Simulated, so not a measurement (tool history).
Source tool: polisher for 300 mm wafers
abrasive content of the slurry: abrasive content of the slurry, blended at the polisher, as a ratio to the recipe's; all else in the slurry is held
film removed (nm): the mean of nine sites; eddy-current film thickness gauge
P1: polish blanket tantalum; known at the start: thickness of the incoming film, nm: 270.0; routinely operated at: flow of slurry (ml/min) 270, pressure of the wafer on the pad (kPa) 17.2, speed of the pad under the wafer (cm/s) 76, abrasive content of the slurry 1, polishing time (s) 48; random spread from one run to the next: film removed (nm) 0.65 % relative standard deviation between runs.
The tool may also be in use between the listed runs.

run	hour	flow of slurry (ml/min)	pressure of the wafer on the pad (kPa)	speed of the pad under the wafer (cm/s)	abrasive content of the slurry	polishing time (s)	wafers polished on this pad	hours since the slurry nozzle was cleaned	hours since the head pressure was calibrated	hours since the slurry blender was calibrated	film removed (nm)
1	8.2	270	17.2	76	1	48	496	157.7	355.6	288.4	64.679
2	17.1	270	17.2	76	1	29	586	166.6	364.5	297.3	38.597
3	27.7	160	17.2	76	1	48	692	177.2	375.1	307.9	59.851
4	37.5	270	17.2	76	1	68	790	187	384.9	317.7	90.77
5	47.7	270	11	76	1	48	893	197.2	395.1	327.9	41.299
6	59.9	270	17.2	76	0.5	48	1015	209.4	407.3	340.1	49.49
7	66.1	270	17.2	48	1	48	1078	215.6	413.5	346.3	40.487
8	74.9	270	27.6	76	1	48	1166	224.4	422.3	355.1	102.47
9	82.5	270	17.2	76	1	48	1242	232	429.9	362.7	63.755
10	93	270	17.2	76	1	48	1348	242.5	440.4	373.2	64.451
11	104.8	270	24.8	58	1	48	1466	254.3	452.2	385	69.438
12	114	270	17.2	76	1	48	1558	263.5	461.4	394.2	64.356
13	123.3	270	17.2	76	1	48	1652	272.8	470.7	403.5	63.517

What will run 14 give?
# hour 127.1: slurry nozzle cleaned
14	131.6	270	17.2	76	1.45	48	1735	4.6	479	411.8	?

{"run 14": {"film removed (nm)": 71.468}}

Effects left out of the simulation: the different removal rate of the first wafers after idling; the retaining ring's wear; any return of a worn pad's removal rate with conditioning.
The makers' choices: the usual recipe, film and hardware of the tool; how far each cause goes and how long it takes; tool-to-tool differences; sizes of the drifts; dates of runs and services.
